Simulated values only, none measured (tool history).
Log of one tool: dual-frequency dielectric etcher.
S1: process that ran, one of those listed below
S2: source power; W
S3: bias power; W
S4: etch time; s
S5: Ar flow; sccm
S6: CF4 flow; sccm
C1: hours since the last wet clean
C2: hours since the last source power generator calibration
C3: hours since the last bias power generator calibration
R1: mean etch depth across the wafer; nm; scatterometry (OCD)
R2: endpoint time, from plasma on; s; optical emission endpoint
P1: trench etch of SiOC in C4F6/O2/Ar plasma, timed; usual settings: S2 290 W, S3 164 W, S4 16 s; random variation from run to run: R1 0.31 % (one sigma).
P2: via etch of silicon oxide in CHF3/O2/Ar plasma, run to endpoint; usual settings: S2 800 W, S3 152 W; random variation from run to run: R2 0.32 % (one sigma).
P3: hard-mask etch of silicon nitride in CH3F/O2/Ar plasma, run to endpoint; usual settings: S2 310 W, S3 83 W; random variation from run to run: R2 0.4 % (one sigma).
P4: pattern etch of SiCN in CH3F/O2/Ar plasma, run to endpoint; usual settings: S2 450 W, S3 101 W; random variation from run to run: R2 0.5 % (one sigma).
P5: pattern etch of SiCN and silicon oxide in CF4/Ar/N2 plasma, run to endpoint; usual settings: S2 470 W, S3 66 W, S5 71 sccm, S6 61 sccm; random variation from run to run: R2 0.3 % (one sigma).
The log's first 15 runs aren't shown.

run,day,S1,S2,S3,S4,S5,S6,C1,C2,C3,R1,R2
16,5.525,P5,340,66,,71,61,329.4,2216.8,993.0,,14.671
17,5.842,P1,290,102,16,,,337.0,2224.4,1000.6,23.821,
18,6.250,P1,290,164,16,,,346.8,2234.2,1010.4,27.312,
19,6.696,P1,290,164,16,,,357.5,2244.9,1021.1,27.605,
20,7.058,P2,1040,152,,,,366.2,2253.6,1029.8,,278.240
21,7.371,P5,470,66,,46,61,373.7,2261.1,1037.3,,10.304
22,7.667,P2,800,152,,,,380.8,2268.2,1044.4,,307.880
23,7.971,P3,310,83,,,,388.1,2275.5,1051.7,,67.682
24,8.200,P4,450,64,,,,393.6,2281.0,1057.2,,30.484
25,8.408,P1,290,164,16,,,398.6,2286.0,1062.2,27.346,
26,8.650,P1,350,194,16,,,404.4,2291.8,1068.0,31.259,
27,9.054,P2,800,152,,,,414.1,2301.5,1077.7,,309.130

The next listed run, before its measurement:
28,9.317,P1,290,164,16,,,420.4,2307.8,1084.0,?,

Run 28 gave R1 27.408 nm.
